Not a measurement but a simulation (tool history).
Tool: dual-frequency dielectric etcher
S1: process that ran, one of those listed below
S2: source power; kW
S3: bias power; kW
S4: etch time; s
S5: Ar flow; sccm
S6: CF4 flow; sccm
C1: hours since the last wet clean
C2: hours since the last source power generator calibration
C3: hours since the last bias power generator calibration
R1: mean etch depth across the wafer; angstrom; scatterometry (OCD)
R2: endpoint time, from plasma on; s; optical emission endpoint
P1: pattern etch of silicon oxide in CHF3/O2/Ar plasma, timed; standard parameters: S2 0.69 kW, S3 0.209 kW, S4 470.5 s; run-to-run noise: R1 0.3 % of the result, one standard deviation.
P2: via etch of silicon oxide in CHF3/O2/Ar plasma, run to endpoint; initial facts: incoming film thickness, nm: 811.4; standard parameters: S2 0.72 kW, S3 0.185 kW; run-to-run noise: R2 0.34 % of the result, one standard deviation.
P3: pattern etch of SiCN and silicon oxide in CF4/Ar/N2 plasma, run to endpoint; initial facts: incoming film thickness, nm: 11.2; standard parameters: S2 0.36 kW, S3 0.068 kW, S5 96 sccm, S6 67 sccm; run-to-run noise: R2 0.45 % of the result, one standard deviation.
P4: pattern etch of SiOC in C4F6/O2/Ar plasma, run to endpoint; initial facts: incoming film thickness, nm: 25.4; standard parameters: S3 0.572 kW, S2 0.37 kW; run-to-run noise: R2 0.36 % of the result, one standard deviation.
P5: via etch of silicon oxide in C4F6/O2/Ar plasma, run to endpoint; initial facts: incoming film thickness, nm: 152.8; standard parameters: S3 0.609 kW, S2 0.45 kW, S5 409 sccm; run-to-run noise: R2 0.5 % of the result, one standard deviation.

run,hour,S1,S2,S3,S4,S5,S6,C1,C2,C3,R1,R2
1,7.6,P1,0.69,0.209,470.5,,,287.6,3159.6,777.1,10474,
2,13.5,P3,0.36,0.068,,96,67,293.5,3165.5,783,,15.585
3,22.7,P2,0.72,0.232,,,,302.7,3174.7,792.2,,356.91
4,33.7,P3,0.36,0.047,,96,67,313.7,3185.7,803.2,,17.725
5,46.6,P1,0.69,0.209,470.5,,,326.6,3198.6,816.1,10449,
6,53.7,P2,0.92,0.185,,,,333.7,3205.7,823.2,,351.09
7,65.4,P4,0.37,0.572,,,,345.4,3217.4,834.9,,8.3078
8,78.5,P5,0.45,0.609,,242,,358.5,3230.5,848,,27.97
9,88.7,P1,0.69,0.209,470.5,,,368.7,3240.7,858.2,10425,
10,96.7,P5,0.45,0.609,,409,,376.7,3248.7,866.2,,29.868
11,108.3,P3,0.36,0.068,,96,67,388.3,3260.3,877.8,,15.478
12,117.1,P1,0.69,0.264,470.5,,,397.1,3269.1,886.6,11395,
13,123.4,P1,0.69,0.209,470.5,,,403.4,3275.4,892.9,10463,
14,133.7,P3,0.36,0.068,,73,67,413.7,3285.7,903.2,,15.011
15,142.9,P4,0.37,0.378,,,,422.9,3294.9,912.4,,9.7063
# hour 149: wet clean of the chamber
16,151.2,P1,0.44,0.254,470.5,,,2.3,3303.2,920.7,9448.9,
17,163,P5,0.45,0.854,,409,,14.1,3315,932.5,,26.216
18,172.9,P5,0.6,0.609,,409,,24,3324.9,942.4,,26.797
19,184.4,P4,0.24,0.572,,,,35.5,3336.4,953.9,,9.7186
20,190.3,P1,0.69,0.209,588,,,41.4,3342.3,959.8,13098,
21,199.6,P1,0.69,0.144,470.5,,,50.7,3351.6,969.1,9231.7,
22,208.4,P1,0.69,0.209,470.5,,,59.5,3360.4,977.9,10457,
23,221.1,P3,0.5,0.068,,96,67,72.2,3373.1,990.6,,11.662
24,230.9,P1,0.69,0.209,361,,,82,3382.9,1000.4,8048.2,
25,240.9,P1,0.69,0.147,310.5,,,92,3392.9,1010.4,6144.2,
26,252.3,P3,0.36,0.068,,96,87,103.4,3404.3,1021.8,,15.125
27,263.4,P2,0.72,0.185,,,,114.5,3415.4,1032.9,,384.04
28,272.9,P5,0.45,0.609,,409,,124,3424.9,1042.4,,29.662
29,285.5,P1,0.69,0.209,470.5,,,136.6,3437.5,1055,10491,
30,291.5,P1,0.45,0.209,470.5,,,142.6,3443.5,1061,8882.4,
31,298.4,P1,0.85,0.209,470.5,,,149.5,3450.4,1067.9,11324,
32,310.1,P1,0.69,0.209,470.5,,,161.2,3462.1,1079.6,10445,
33,315.9,P1,0.69,0.209,470.5,,,167,3467.9,1085.4,10383,
34,327.3,P1,0.69,0.209,470.5,,,178.4,3479.3,1096.8,10329,
35,334.8,P1,0.69,0.209,470.5,,,185.9,3486.8,1104.3,10298,
36,345.1,P1,0.69,0.209,470.5,,,196.2,3497.1,1114.6,10284,
37,353.9,P1,0.69,0.209,470.5,,,205,3505.9,1123.4,10333,
# hour 363.6: wet clean of the chamber
38,367.3,P1,0.69,0.209,470.5,,,3.8,3519.3,1136.8,10292,
39,373.4,P1,0.69,0.209,470.5,,,9.9,3525.4,1142.9,10227,
40,386.3,P1,0.69,0.209,470.5,,,22.8,3538.3,1155.8,10362,

The output of P1 has drifted from where it used to be. Each of the 2 causes below, taken at the size shown beside it, accounts for the log equally well:
A: bias power that arrives under what is set, % = 4.55
B: source power that arrives under what is set, % = 4.09
The gradual shift began around hour 310.1.
All other causes, with the reason each is excluded:
chamber walls in a state that lowers the etch rate, %: work on it at hour 363.6, done after the drift set in, did not restore what the process gave before

The 4 check runs listed below each average the results of 3 wafers, and their outcomes are marked with question marks. Under which run would the listed causes produce clearly different results?
check 1,399.2,P5,0.58,0.753,,409,,,,,,?
check 2,399.2,P3,0.45,0.068,,96,67,,,,,?
check 3,399.2,P2,0.86,0.185,,,,,,,,?
check 4,399.2,P4,0.37,0.378,,,,,,,,?

What each check would give under each cause:
check,result,if A,if B
check 1,R2,25.456,25.384
check 2,R2,13.017,13.299
check 3,R2,366.41,366.7
check 4,R2,9.8323,9.8216
Minimum pairwise separation of causes per check, each pair taken at its best-separating result: check 1 0.28 %; check 2 2.15 %; check 3 0.08 %; check 4 0.11 %
Check 2 is the one run that separates the causes; every other check would come out nearly the same whichever cause is at work.

Then check 2 was run and gave: R2 13.278 s. Which cause is it?

B is the cause: source power that arrives under what is set, %.
